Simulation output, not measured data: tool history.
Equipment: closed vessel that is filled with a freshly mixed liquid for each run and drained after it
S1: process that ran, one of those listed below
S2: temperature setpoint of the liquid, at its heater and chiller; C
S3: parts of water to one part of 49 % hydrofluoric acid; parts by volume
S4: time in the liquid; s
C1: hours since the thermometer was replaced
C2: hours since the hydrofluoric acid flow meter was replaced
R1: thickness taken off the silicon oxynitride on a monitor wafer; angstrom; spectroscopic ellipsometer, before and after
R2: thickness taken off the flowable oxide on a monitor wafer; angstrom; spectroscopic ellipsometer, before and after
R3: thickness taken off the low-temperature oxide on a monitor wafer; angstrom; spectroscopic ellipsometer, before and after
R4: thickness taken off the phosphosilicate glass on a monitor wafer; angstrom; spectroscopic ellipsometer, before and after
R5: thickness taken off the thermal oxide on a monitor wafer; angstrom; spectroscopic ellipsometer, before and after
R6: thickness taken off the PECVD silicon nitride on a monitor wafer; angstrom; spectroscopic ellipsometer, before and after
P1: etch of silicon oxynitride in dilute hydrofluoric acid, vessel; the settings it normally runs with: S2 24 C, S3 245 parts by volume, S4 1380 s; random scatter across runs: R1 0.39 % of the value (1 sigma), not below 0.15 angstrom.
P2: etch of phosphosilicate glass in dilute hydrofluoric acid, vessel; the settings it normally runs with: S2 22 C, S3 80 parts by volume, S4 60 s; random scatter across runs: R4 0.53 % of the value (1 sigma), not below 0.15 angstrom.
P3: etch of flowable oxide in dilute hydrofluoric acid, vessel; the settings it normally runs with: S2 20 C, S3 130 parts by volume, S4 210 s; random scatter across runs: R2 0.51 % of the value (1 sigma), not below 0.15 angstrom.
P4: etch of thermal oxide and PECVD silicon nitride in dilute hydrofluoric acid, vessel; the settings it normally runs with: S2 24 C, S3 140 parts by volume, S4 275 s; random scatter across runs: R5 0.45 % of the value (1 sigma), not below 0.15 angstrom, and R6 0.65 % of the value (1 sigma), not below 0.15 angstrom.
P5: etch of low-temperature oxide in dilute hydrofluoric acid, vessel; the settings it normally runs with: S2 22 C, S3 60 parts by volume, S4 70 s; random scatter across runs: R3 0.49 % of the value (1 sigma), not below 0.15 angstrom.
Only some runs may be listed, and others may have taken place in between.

run 1 hour=2.7 | S1=P1 S2=24 S3=245 S4=1380 | C1=863.5 C2=1374.2 | R1=132.53
run 2 hour=5.9 | S1=P3 S2=20 S3=25 S4=210 | C1=866.7 C2=1377.4 | R2=3361.2
run 3 hour=9.7 | S1=P5 S2=22 S3=60 S4=70 | C1=870.5 C2=1381.2 | R3=183.94
run 4 hour=12.8 | S1=P2 S2=22 S3=140 S4=60 | C1=873.6 C2=1384.3 | R4=332.99
run 5 hour=16.6 | S1=P4 S2=24 S3=140 S4=510 | C1=877.4 C2=1388.1 | R5=160.5 R6=63.275
run 6 hour=20.8 | S1=P1 S2=24 S3=345 S4=1380 | C1=881.6 C2=1392.3 | R1=88.172
run 7 hour=25.8 | S1=P2 S2=18 S3=80 S4=60 | C1=886.6 C2=1397.3 | R4=533.05
run 8 hour=29.4 | S1=P1 S2=24 S3=245 S4=1380 | C1=890.2 C2=1400.9 | R1=132.98
run 9 hour=33 | S1=P4 S2=24 S3=70 S4=275 | C1=893.8 C2=1404.5 | R5=187.88 R6=67.393
run 10 hour=36.3 | S1=P1 S2=24 S3=245 S4=400 | C1=897.1 C2=1407.8 | R1=38.444
run 11 hour=40.4 | S1=P3 S2=20 S3=130 S4=210 | C1=901.2 C2=1411.9 | R2=571.56
run 12 hour=45.5 | S1=P1 S2=19 S3=245 S4=2100 | C1=906.3 C2=1417 | R1=161.63
run 13 hour=49.7 | S1=P2 S2=22 S3=80 S4=60 | C1=910.5 C2=1421.2 | R4=620.01
run 14 hour=53.7 | S1=P2 S2=22 S3=80 S4=60 | C1=914.5 C2=1425.2 | R4=624.13
run 15 hour=58.2 | S1=P1 S2=17 S3=245 S4=1380 | C1=919 C2=1429.7 | R1=96.146
run 16 hour=61.7 | S1=P3 S2=20 S3=130 S4=80 | C1=922.5 C2=1433.2 | R2=217.55
run 17 hour=67.7 | S1=P1 S2=24 S3=245 S4=2680 | C1=928.5 C2=1439.2 | R1=258.6
run 18 hour=72.9 | S1=P1 S2=24 S3=245 S4=1380 | C1=933.7 C2=1444.4 | R1=133.58
run 19 hour=76.9 | S1=P1 S2=24 S3=245 S4=1380 | C1=937.7 C2=1448.4 | R1=132.98
run 20 hour=80.7 | S1=P2 S2=22 S3=80 S4=100 | C1=941.5 C2=1452.2 | R4=1025.8
run 21 hour=86 | S1=P3 S2=17 S3=130 S4=210 | C1=946.8 C2=1457.5 | R2=504.07
run 22 hour=91.2 | S1=P1 S2=28 S3=245 S4=1380 | C1=952 C2=1462.7 | R1=157.56
run 23 hour=96.2 | S1=P4 S2=24 S3=140 S4=275 | C1=957 C2=1467.7 | R5=86.208 R6=34.161
run 24 hour=100.9 | S1=P1 S2=24 S3=145 S4=1380 | C1=961.7 C2=1472.4 | R1=240.09
run 25 hour=103.9 | S1=P1 S2=24 S3=245 S4=1380 | C1=964.7 C2=1475.4 | R1=134.02
run 26 hour=106.8 | S1=P3 S2=20 S3=130 S4=210 | C1=967.6 C2=1478.3 | R2=577.92
run 27 hour=112.4 | S1=P4 S2=30.5 S3=140 S4=275 | C1=973.2 C2=1483.9 | R5=109.84 R6=51.202
run 28 hour=117 | S1=P5 S2=28.5 S3=60 S4=70 | C1=977.8 C2=1488.5 | R3=239.31
run 29 hour=121.8 | S1=P5 S2=22 S3=60 S4=30 | C1=982.6 C2=1493.3 | R3=78.27
run 30 hour=126.2 | S1=P5 S2=22 S3=20 S4=70 | C1=987 C2=1497.7 | R3=582.89
run 31 hour=130.6 | S1=P1 S2=24 S3=245 S4=1380 | C1=991.4 C2=1502.1 | R1=132.3
run 32 hour=133.5 | S1=P1 S2=24 S3=245 S4=1380 | C1=994.3 C2=1505 | R1=128.98
run 33 hour=139.2 | S1=P1 S2=24 S3=245 S4=1380 | C1=1000 C2=1510.7 | R1=126
run 34 hour=142.3 | S1=P1 S2=24 S3=245 S4=1380 | C1=1003.1 C2=1513.8 | R1=125.1
run 35 hour=145.2 | S1=P1 S2=24 S3=245 S4=1380 | C1=1006 C2=1516.7 | R1=124.68
run 36 hour=147.8 | S1=P1 S2=24 S3=245 S4=1380 | C1=1008.6 C2=1519.3 | R1=123.93
run 37 hour=150.6 | S1=P1 S2=24 S3=245 S4=1380 | C1=1011.4 C2=1522.1 | R1=123.77
run 38 hour=154.6 | S1=P1 S2=24 S3=245 S4=1380 | C1=1015.4 C2=1526.1 | R1=123.18
run 39 hour=160.4 | S1=P1 S2=24 S3=245 S4=1380 | C1=1021.2 C2=1531.9 | R1=121.84
run 40 hour=165 | S1=P1 S2=24 S3=245 S4=1380 | C1=1025.8 C2=1536.5 | R1=122.49

Compared with where it was, what P1 gives has crept away. Each cause listed below fits the log as well as the rest, at the size given for it:
A: liquid colder than its thermometer reads (K) = 1.77
B: hydrofluoric acid flow below the setpoint (%) = 6.38
The onset of the drift is placed at about hour 130.6.

Of the 4 check runs below, each run on 2 wafers with the results averaged and each result still a question mark, which one would tell the listed causes apart?
run check 1 hour=169.6 | S1=P2 S2=22 S3=80 S4=60 | R4=?
run check 2 hour=169.6 | S1=P3 S2=20 S3=130 S4=210 | R2=?
run check 3 hour=169.6 | S1=P5 S2=22 S3=60 S4=70 | R3=?
run check 4 hour=169.6 | S1=P4 S2=24 S3=140 S4=275 | R5=? R6=?

Expected result of each check under each candidate cause:
check=check_1 result=R4 if_A=579.88 if_B=580.17
check=check_2 result=R2 if_A=532.99 if_B=531.17
check=check_3 result=R3 if_A=170.82 if_B=171.33
check=check_4 result=R5 if_A=80.771 if_B=80.115
check=check_4 result=R6 if_A=30.26 if_B=31.822
Separation of the two closest causes in each check, using whichever result separates them best: check 1 0.05 %; check 2 0.34 %; check 3 0.3 %; check 4 5.03 %
Check 4 tells the causes apart: in the others they would give nearly the same result.

Here is what check 4 returned: R5 80.616 angstrom; R6 30.585 angstrom. Which cause is it?

A is the cause: liquid colder than its thermometer reads (K).
